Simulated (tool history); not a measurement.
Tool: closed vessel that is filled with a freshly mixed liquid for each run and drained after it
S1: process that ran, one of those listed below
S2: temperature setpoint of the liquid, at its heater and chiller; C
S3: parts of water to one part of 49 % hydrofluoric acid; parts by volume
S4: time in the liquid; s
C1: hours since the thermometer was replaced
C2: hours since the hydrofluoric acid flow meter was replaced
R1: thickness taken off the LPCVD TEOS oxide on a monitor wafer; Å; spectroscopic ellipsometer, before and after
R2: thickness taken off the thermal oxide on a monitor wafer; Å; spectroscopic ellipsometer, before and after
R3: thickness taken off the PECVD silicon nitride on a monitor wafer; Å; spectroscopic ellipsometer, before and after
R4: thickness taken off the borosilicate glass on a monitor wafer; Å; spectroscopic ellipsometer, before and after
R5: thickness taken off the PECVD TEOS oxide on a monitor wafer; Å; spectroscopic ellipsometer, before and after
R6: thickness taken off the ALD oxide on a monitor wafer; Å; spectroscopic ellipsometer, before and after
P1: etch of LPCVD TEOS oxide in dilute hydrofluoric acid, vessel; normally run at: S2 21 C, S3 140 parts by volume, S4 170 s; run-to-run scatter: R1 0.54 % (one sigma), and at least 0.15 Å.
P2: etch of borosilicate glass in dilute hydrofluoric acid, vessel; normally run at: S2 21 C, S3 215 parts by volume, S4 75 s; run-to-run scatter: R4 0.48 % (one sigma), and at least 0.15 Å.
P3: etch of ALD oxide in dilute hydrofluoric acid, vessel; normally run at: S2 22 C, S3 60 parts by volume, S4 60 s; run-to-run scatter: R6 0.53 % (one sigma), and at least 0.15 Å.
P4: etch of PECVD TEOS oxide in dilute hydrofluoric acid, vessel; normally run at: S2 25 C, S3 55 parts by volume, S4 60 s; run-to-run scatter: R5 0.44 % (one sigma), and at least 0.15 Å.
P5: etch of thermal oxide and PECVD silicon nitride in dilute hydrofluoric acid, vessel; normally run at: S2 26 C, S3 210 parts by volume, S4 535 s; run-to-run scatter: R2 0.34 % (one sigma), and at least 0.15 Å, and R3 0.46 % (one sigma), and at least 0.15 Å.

run	hour	S1	S2	S3	S4	C1	C2	R1	R2	R3	R4	R5	R6
1	8.1	P1	21	140	170	584.3	426.8	538.48					
2	15.4	P5	26	210	535	591.6	434.1		110	94.329			
3	22.6	P2	21	215	75	598.8	441.3				46.459		
4	30.5	P4	25	55	60	606.7	449.2					124.69	
5	37.4	P3	22	60	95	613.6	456.1						493.63
6	46.1	P1	17	140	300	622.3	464.8	803.97					
7	58.9	P1	21	85	170	635.1	477.6	936.03					
8	70.9	P4	25	30	60	647.1	489.6					237.98	
9	83.2	P1	21	140	30	659.4	501.9	95.838					
10	95.8	P4	25	55	60	672	514.5					123.68	
11	105.9	P5	26	210	830	682.1	524.6		169.64	146.28			
12	113.5	P3	22	95	60	689.7	532.2						189.46
13	120	P1	25.5	140	170	696.2	538.7	638.31					
14	131.1	P4	25	55	30	707.3	549.8					62.099	
15	140.3	P1	17	140	170	716.5	559	456.42					
16	148.1	P3	22	60	60	724.3	566.8						317.18
17	154.4	P4	32.5	55	60	730.6	573.1					166.38	
18	166.4	P1	21	140	170	742.6	585.1	539.76					
19	175.4	P2	17	215	75	751.6	594.1				39.588		
20	185.5	P2	21	360	75	761.7	604.2				23.951		
21	196.3	P5	29.5	210	535	772.5	615		124.48	117.47			
22	208.9	P3	22	60	60	785.1	627.6						311.66
23	215.9	P1	28	190	170	792.1	634.6	484.41					
24	222.2	P1	21	140	170	798.4	640.9	538.37					
25	233.6	P1	21	140	170	809.8	652.3	541.99					
26	240.6	P2	21	215	150	816.8	659.3				92.782		
27	246.6	P2	21	215	75	822.8	665.3				45.968		
28	258.5	P3	29	60	60	834.7	677.2						416.06
29	266	P1	21	140	170	842.2	684.7	538.35					

Forecast run 30:
30	278.3	P1	21	60	60	854.5	697	?					

{"run 30": {"R1": 486.24}}
